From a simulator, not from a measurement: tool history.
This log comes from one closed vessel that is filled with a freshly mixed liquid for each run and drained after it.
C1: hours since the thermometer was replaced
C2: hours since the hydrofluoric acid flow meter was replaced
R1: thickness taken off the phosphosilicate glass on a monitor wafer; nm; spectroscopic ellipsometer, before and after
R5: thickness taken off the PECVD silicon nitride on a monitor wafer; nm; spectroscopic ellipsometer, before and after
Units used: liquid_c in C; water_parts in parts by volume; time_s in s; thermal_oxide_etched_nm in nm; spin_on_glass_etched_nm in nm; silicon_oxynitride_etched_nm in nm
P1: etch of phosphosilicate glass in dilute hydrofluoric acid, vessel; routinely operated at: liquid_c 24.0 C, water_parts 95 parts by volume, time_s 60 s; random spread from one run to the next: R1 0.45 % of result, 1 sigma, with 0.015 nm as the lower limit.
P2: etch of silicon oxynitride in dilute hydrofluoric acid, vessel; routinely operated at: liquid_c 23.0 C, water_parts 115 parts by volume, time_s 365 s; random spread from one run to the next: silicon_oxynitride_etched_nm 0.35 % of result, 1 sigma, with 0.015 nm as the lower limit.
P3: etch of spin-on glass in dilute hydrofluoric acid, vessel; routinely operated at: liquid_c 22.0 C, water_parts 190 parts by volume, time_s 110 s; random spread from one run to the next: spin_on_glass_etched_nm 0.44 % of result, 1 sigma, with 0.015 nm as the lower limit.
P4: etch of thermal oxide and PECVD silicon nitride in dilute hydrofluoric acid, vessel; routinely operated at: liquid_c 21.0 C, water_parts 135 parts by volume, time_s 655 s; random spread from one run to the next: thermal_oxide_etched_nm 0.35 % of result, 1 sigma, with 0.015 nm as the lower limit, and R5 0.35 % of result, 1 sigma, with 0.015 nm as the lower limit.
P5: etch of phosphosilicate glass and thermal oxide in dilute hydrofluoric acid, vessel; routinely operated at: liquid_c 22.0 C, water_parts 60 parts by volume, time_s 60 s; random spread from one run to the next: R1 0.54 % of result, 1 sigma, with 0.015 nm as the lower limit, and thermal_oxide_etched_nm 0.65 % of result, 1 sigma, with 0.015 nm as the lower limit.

{"run": 1, "hour": 13.7, "process": "P1", "liquid_c": 24.0, "water_parts": 95, "time_s": 60, "C1": 452.0, "C2": 374.7, "R1": 73.642}
{"run": 2, "hour": 28.2, "process": "P1", "liquid_c": 24.0, "water_parts": 95, "time_s": 60, "C1": 466.5, "C2": 389.2, "R1": 73.252}
{"run": 3, "hour": 38.6, "process": "P1", "liquid_c": 17.5, "water_parts": 160, "time_s": 60, "C1": 476.9, "C2": 399.6, "R1": 31.442}
{"run": 4, "hour": 50.5, "process": "P5", "liquid_c": 22.0, "water_parts": 60, "time_s": 60, "C1": 488.8, "C2": 411.5, "R1": 152.83, "thermal_oxide_etched_nm": 4.4285}
{"run": 5, "hour": 64.2, "process": "P1", "liquid_c": 24.0, "water_parts": 95, "time_s": 60, "C1": 502.5, "C2": 425.2, "R1": 74.055}
{"run": 6, "hour": 77.0, "process": "P1", "liquid_c": 24.0, "water_parts": 20, "time_s": 60, "C1": 515.3, "C2": 438.0, "R1": 388.6}
{"run": 7, "hour": 90.8, "process": "P1", "liquid_c": 24.0, "water_parts": 95, "time_s": 30, "C1": 529.1, "C2": 451.8, "R1": 37.029}
{"run": 8, "hour": 109.6, "process": "P5", "liquid_c": 22.0, "water_parts": 60, "time_s": 60, "C1": 547.9, "C2": 470.6, "R1": 153.2, "thermal_oxide_etched_nm": 4.4066}
{"run": 9, "hour": 118.0, "process": "P5", "liquid_c": 26.5, "water_parts": 60, "time_s": 60, "C1": 556.3, "C2": 479.0, "R1": 182.42, "thermal_oxide_etched_nm": 5.3559}
{"run": 10, "hour": 131.6, "process": "P3", "liquid_c": 22.0, "water_parts": 190, "time_s": 195, "C1": 569.9, "C2": 492.6, "spin_on_glass_etched_nm": 59.596}
{"run": 11, "hour": 145.2, "process": "P2", "liquid_c": 23.0, "water_parts": 115, "time_s": 610, "C1": 583.5, "C2": 506.2, "silicon_oxynitride_etched_nm": 11.359}
{"run": 12, "hour": 153.9, "process": "P2", "liquid_c": 17.0, "water_parts": 115, "time_s": 365, "C1": 592.2, "C2": 514.9, "silicon_oxynitride_etched_nm": 5.1006}
{"run": 13, "hour": 170.9, "process": "P4", "liquid_c": 17.0, "water_parts": 135, "time_s": 655, "C1": 609.2, "C2": 531.9, "thermal_oxide_etched_nm": 16.335, "R5": 16.929}
{"hour": 180.4, "done": "hydrofluoric acid flow meter replaced"}
{"run": 14, "hour": 181.7, "process": "P1", "liquid_c": 24.0, "water_parts": 95, "time_s": 60, "C1": 620.0, "C2": 1.3, "R1": 73.967}
{"run": 15, "hour": 198.4, "process": "P1", "liquid_c": 24.0, "water_parts": 145, "time_s": 60, "C1": 636.7, "C2": 18.0, "R1": 45.609}
{"run": 16, "hour": 214.8, "process": "P3", "liquid_c": 17.0, "water_parts": 190, "time_s": 110, "C1": 653.1, "C2": 34.4, "spin_on_glass_etched_nm": 27.784}
{"run": 17, "hour": 233.2, "process": "P1", "liquid_c": 24.0, "water_parts": 95, "time_s": 90, "C1": 671.5, "C2": 52.8, "R1": 110.77}
{"run": 18, "hour": 245.9, "process": "P3", "liquid_c": 22.0, "water_parts": 190, "time_s": 110, "C1": 684.2, "C2": 65.5, "spin_on_glass_etched_nm": 33.697}
{"run": 19, "hour": 261.8, "process": "P2", "liquid_c": 23.0, "water_parts": 115, "time_s": 365, "C1": 700.1, "C2": 81.4, "silicon_oxynitride_etched_nm": 6.8498}
{"run": 20, "hour": 279.6, "process": "P4", "liquid_c": 21.0, "water_parts": 240, "time_s": 655, "C1": 717.9, "C2": 99.2, "thermal_oxide_etched_nm": 9.6824, "R5": 12.596}
{"run": 21, "hour": 294.1, "process": "P1", "liquid_c": 19.0, "water_parts": 95, "time_s": 60, "C1": 732.4, "C2": 113.7, "R1": 60.495}
{"run": 22, "hour": 303.2, "process": "P1", "liquid_c": 24.0, "water_parts": 95, "time_s": 60, "C1": 741.5, "C2": 122.8, "R1": 73.584}

Predict the results of run 23:
{"run": 23, "hour": 313.4, "process": "P1", "liquid_c": 24.0, "water_parts": 95, "time_s": 60, "C1": 751.7, "C2": 133.0, "R1": "?"}

{"run 23": {"R1": 73.831}}
